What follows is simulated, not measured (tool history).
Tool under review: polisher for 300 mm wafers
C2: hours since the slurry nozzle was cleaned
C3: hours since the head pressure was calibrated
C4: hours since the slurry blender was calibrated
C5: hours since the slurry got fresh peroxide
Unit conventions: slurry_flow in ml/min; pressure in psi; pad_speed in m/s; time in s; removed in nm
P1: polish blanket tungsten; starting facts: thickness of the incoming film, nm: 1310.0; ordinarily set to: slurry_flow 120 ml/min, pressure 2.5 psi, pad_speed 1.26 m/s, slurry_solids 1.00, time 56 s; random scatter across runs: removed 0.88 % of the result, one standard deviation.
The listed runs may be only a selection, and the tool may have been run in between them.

Run 1, day 0.317: slurry_flow 120 ml/min, pressure 2.5 psi, pad_speed 1.26 m/s, slurry_solids 1.00, time 56 s; wafers polished on this pad 692; C2 614.0; C3 221.0; C4 115.1; C5 99.5. Result: removed 237.46 nm.
Run 2, day 0.571: slurry_flow 120 ml/min, pressure 2.5 psi, pad_speed 1.26 m/s, slurry_solids 0.60, time 56 s; wafers polished on this pad 760; C2 620.1; C3 227.1; C4 121.2; C5 105.6. Result: removed 210.75 nm.
At day 0.812: slurry nozzle cleaned.
At day 0.817: head pressure recalibrated.
Run 3, day 0.904: slurry_flow 120 ml/min, pressure 2.5 psi, pad_speed 1.94 m/s, slurry_solids 1.00, time 56 s; wafers polished on this pad 850; C2 2.3; C3 2.2; C4 129.2; C5 113.6. Result: removed 364.16 nm.
Run 4, day 1.217: slurry_flow 120 ml/min, pressure 3.9 psi, pad_speed 1.26 m/s, slurry_solids 1.00, time 56 s; wafers polished on this pad 933; C2 9.8; C3 9.7; C4 136.7; C5 121.1. Result: removed 370.15 nm.
Run 5, day 1.425: slurry_flow 120 ml/min, pressure 2.5 psi, pad_speed 1.26 m/s, slurry_solids 1.00, time 56 s; wafers polished on this pad 989; C2 14.8; C3 14.7; C4 141.7; C5 126.1. Result: removed 237.31 nm.
Run 6, day 1.717: slurry_flow 80 ml/min, pressure 2.5 psi, pad_speed 1.62 m/s, slurry_solids 1.00, time 56 s; wafers polished on this pad 1067; C2 21.8; C3 21.7; C4 148.7; C5 133.1. Result: removed 274.14 nm.
At day 2.062: slurry blender recalibrated.
At day 2.129: slurry tank refilled with fresh slurry and peroxide.
Run 7, day 2.146: slurry_flow 120 ml/min, pressure 1.4 psi, pad_speed 1.26 m/s, slurry_solids 1.00, time 56 s; wafers polished on this pad 1182; C2 32.1; C3 32.0; C4 2.0; C5 0.5. Result: removed 132.58 nm.
Run 8, day 2.583: slurry_flow 120 ml/min, pressure 2.5 psi, pad_speed 0.92 m/s, slurry_solids 1.00, time 56 s; wafers polished on this pad 1299; C2 42.6; C3 42.5; C4 12.5; C5 11.0. Result: removed 172.14 nm.
Run 9, day 2.979: slurry_flow 120 ml/min, pressure 2.5 psi, pad_speed 1.26 m/s, slurry_solids 1.00, time 56 s; wafers polished on this pad 1405; C2 52.1; C3 52.0; C4 22.0; C5 20.5. Result: removed 234.42 nm.
Run 10, day 3.229: slurry_flow 170 ml/min, pressure 2.5 psi, pad_speed 1.26 m/s, slurry_solids 1.00, time 56 s; wafers polished on this pad 1472; C2 58.1; C3 58.0; C4 28.0; C5 26.5. Result: removed 250.65 nm.
Run 11, day 3.604: slurry_flow 120 ml/min, pressure 2.5 psi, pad_speed 1.26 m/s, slurry_solids 1.00, time 56 s; wafers polished on this pad 1573; C2 67.1; C3 67.0; C4 37.0; C5 35.5. Result: removed 236.39 nm.
Run 12, day 3.838: slurry_flow 70 ml/min, pressure 1.3 psi, pad_speed 1.26 m/s, slurry_solids 1.00, time 56 s; wafers polished on this pad 1635; C2 72.7; C3 72.6; C4 42.6; C5 41.1. Result: removed 105.73 nm.
Run 13, day 4.254: slurry_flow 120 ml/min, pressure 2.5 psi, pad_speed 1.26 m/s, slurry_solids 1.00, time 36 s; wafers polished on this pad 1747; C2 82.7; C3 82.6; C4 52.6; C5 51.1. Result: removed 151.33 nm.
Run 14, day 4.642: slurry_flow 70 ml/min, pressure 2.5 psi, pad_speed 1.26 m/s, slurry_solids 1.00, time 56 s; wafers polished on this pad 1851; C2 92.0; C3 91.9; C4 61.9; C5 60.4. Result: removed 204.95 nm.
Run 15, day 4.846: slurry_flow 120 ml/min, pressure 2.5 psi, pad_speed 1.26 m/s, slurry_solids 1.00, time 81 s; wafers polished on this pad 1905; C2 96.9; C3 96.8; C4 66.8; C5 65.3. Result: removed 339.75 nm.
Run 16, day 5.104: slurry_flow 120 ml/min, pressure 2.5 psi, pad_speed 1.26 m/s, slurry_solids 1.35, time 56 s; wafers polished on this pad 1975; C2 103.1; C3 103.0; C4 73.0; C5 71.5. Result: removed 250.70 nm.
Run 17, day 5.354: slurry_flow 120 ml/min, pressure 2.5 psi, pad_speed 1.26 m/s, slurry_solids 1.00, time 56 s; wafers polished on this pad 2042; C2 109.1; C3 109.0; C4 79.0; C5 77.5. Result: removed 236.95 nm.
Run 18, day 5.600: slurry_flow 120 ml/min, pressure 2.5 psi, pad_speed 1.26 m/s, slurry_solids 1.00, time 56 s; wafers polished on this pad 2107; C2 115.0; C3 114.9; C4 84.9; C5 83.4. Result: removed 226.17 nm.
Run 19, day 5.979: slurry_flow 120 ml/min, pressure 2.5 psi, pad_speed 1.26 m/s, slurry_solids 1.00, time 56 s; wafers polished on this pad 2209; C2 124.1; C3 124.0; C4 94.0; C5 92.5. Result: removed 219.76 nm.

Estimate the outcome of run 20 from the log above:
Run 20, day 6.221: slurry_flow 120 ml/min, pressure 2.5 psi, pad_speed 1.26 m/s, slurry_solids 1.00, time 56 s; wafers polished on this pad 2274; C2 129.9; C3 129.8; C4 99.8; C5 98.3. Result: removed ?.

Run 20 came out at removed 217.19 nm.
